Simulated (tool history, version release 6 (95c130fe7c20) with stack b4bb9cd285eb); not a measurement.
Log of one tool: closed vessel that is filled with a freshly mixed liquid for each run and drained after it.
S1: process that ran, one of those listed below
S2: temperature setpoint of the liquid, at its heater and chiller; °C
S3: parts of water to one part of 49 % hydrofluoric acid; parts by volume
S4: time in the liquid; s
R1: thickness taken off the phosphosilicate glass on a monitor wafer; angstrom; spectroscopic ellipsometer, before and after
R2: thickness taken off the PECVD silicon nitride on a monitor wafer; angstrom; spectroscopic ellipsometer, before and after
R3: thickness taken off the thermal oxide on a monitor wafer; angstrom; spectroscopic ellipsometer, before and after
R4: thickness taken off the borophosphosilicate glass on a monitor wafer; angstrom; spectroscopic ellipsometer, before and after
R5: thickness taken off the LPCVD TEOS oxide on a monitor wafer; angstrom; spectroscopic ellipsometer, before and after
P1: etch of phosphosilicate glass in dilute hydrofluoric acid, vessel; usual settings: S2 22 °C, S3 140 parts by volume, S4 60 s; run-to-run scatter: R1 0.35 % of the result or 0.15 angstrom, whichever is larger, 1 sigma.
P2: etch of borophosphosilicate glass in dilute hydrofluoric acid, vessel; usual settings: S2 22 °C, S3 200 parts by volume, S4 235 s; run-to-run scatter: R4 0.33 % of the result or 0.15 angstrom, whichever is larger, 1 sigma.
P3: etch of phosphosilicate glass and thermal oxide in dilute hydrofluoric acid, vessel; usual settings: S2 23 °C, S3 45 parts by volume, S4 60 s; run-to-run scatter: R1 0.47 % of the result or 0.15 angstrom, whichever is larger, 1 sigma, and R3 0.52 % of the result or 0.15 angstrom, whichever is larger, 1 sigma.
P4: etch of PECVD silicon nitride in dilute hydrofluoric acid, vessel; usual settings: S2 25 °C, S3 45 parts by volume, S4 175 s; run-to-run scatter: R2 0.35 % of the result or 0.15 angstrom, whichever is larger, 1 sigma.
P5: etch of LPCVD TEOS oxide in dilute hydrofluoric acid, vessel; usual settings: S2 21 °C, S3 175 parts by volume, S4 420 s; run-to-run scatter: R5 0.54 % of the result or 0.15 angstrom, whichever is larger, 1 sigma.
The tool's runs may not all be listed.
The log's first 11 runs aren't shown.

run 12 day=1.925 | S1=P2 S2=22 S3=200 S4=235 | R4=328.06
run 13 day=2.108 | S1=P1 S2=22 S3=85 S4=95 | R1=1535.8
run 14 day=2.258 | S1=P5 S2=21 S3=175 S4=775 | R5=616.98
run 15 day=2.425 | S1=P1 S2=26 S3=140 S4=60 | R1=642.76
run 16 day=2.646 | S1=P3 S2=23 S3=45 S4=30 | R1=969.57 R3=32.433
run 17 day=2.821 | S1=P5 S2=21 S3=175 S4=420 | R5=331.62
-- day=2.971 hydrofluoric acid flow meter replaced
run 18 day=3.021 | S1=P1 S2=22 S3=140 S4=30 | R1=275.96
run 19 day=3.162 | S1=P3 S2=23 S3=45 S4=60 | R1=1920.2 R3=64.8
run 20 day=3.333 | S1=P1 S2=22 S3=140 S4=60 | R1=553.07
run 21 day=3.542 | S1=P3 S2=23 S3=45 S4=60 | R1=1950.3 R3=64.026
run 22 day=3.733 | S1=P4 S2=17 S3=45 S4=175 | R2=68.58
run 23 day=3.854 | S1=P4 S2=25 S3=45 S4=175 | R2=119.11
run 24 day=4.071 | S1=P5 S2=21 S3=110 S4=420 | R5=569.06
run 25 day=4.25 | S1=P2 S2=18.5 S3=200 S4=235 | R4=286.66
run 26 day=4.358 | S1=P4 S2=25 S3=70 S4=175 | R2=76.668
run 27 day=4.467 | S1=P5 S2=17 S3=175 S4=420 | R5=286.25
run 28 day=4.617 | S1=P1 S2=17 S3=140 S4=60 | R1=452.18
run 29 day=4.788 | S1=P3 S2=17.5 S3=45 S4=60 | R1=1525.9 R3=51.61
run 30 day=4.938 | S1=P2 S2=22 S3=200 S4=380 | R4=529.18
run 31 day=5.167 | S1=P1 S2=22 S3=140 S4=60 | R1=551.57
run 32 day=5.325 | S1=P1 S2=22 S3=140 S4=60 | R1=551.96
run 33 day=5.517 | S1=P1 S2=22 S3=140 S4=60 | R1=565.1
run 34 day=5.729 | S1=P1 S2=22 S3=140 S4=60 | R1=568.54
run 35 day=5.946 | S1=P1 S2=22 S3=140 S4=60 | R1=576.68

Run 36 comes next. What will it give?
run 36 day=6.142 | S1=P1 S2=22 S3=140 S4=60 | R1=?

Run 36 gave R1 584.63 angstrom.
